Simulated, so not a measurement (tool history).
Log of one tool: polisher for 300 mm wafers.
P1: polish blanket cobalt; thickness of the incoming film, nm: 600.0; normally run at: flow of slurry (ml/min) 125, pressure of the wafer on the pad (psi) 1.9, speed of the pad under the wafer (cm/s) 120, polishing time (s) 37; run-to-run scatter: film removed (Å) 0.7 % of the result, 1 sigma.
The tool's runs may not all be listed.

run   hour  flow of slurry (ml/min)  pressure of the wafer on the pad (psi)  speed of the pad under the wafer (cm/s)  polishing time (s)  film removed (Å)
  1    4.8                      125                                     1.9                                      120                  37            2025.7
  2   11.5                      125                                     2.5                                      120                  37            2654.7
  3   16.9                      125                                     1.9                                      120                  37              2053
  4   22.4                      125                                     1.9                                      162                  37            2776.9
  5   28.7                      125                                     1.9                                      120                  37              2033
  6   36.1                      165                                     1.9                                       88                  37            1551.1
  7     43                      125                                     1.9                                      120                  37            2048.2
  8     48                      125                                     1.9                                      120                  53              2905
  9   54.3                      125                                     1.9                                      120                  37              2022
      56.6  -- slurry nozzle cleaned
 10     61                      125                                     1.9                                      120                  17            933.22
 11   69.2                      160                                     1.9                                       90                  37            1593.7
 12   73.4                       75                                     1.9                                      120                  37              1774
 13   77.9                      125                                     1.9                                      120                  37            2005.1
 14   82.5                      185                                     1.9                                      120                  37            2177.2
 15   87.9                      125                                     1.9                                       54                  37            907.17
 16   95.3                      125                                     0.9                                      120                  37            956.82
 17  103.2                      125                                     1.9                                      120                  37            2014.1
 18  110.7                      125                                     1.9                                      120                  37              2042
 19  117.8                      125                                     1.9                                      120                  37            1903.5
 20  125.8                      125                                     1.9                                      120                  37            1849.4
     129.7  -- head pressure recalibrated
 21  130.2                      125                                     1.9                                      120                  37            1820.5
 22  134.9                      125                                     1.9                                      120                  37            1790.2
 23    142                      125                                     1.9                                      120                  37            1808.5
 24  150.2                      125                                     1.9                                      120                  37            1779.8

What P1 gives has crept away from where it was. These 2 causes fit the log equally well, each at the size given:
A: removal rate lost through wear of the pad, % = 11.7
B: slurry flow missing at the pad, % = 38.5
The creep began at about hour 110.7.
Why every other cause is out:
head's pressure below its setpoint, %: serviced at hour 129.7, which brought nothing back

4 check runs are offered, one wafer each, their results left as question marks. Which one tells the causes apart?
check 1  158.4                      125                                     1.4                                      120                  18                 ?
check 2  158.4                       75                                     2.4                                      120                  37                 ?
check 3  158.4                      125                                     1.9                                       64                  20                 ?
check 4  158.4                      125                                     1.9                                       56                  37                 ?

What each check would give under each cause:
  check            result    if A    if B
check 1  film removed (Å)  640.93  640.84
check 2  film removed (Å)  1978.4  1850.5
check 3  film removed (Å)  515.46  515.38
check 4  film removed (Å)   834.4  834.27
How far apart the two closest causes lie, in the result that separates them most: check 1 0.02 %; check 2 6.69 %; check 3 0.02 %; check 4 0.02 %
Check 2 tells the causes apart: in the others they would give nearly the same result.

Check 2 was then run and gave: film removed (Å) 1966.3. Which cause is it?

It is A: removal rate lost through wear of the pad, %.

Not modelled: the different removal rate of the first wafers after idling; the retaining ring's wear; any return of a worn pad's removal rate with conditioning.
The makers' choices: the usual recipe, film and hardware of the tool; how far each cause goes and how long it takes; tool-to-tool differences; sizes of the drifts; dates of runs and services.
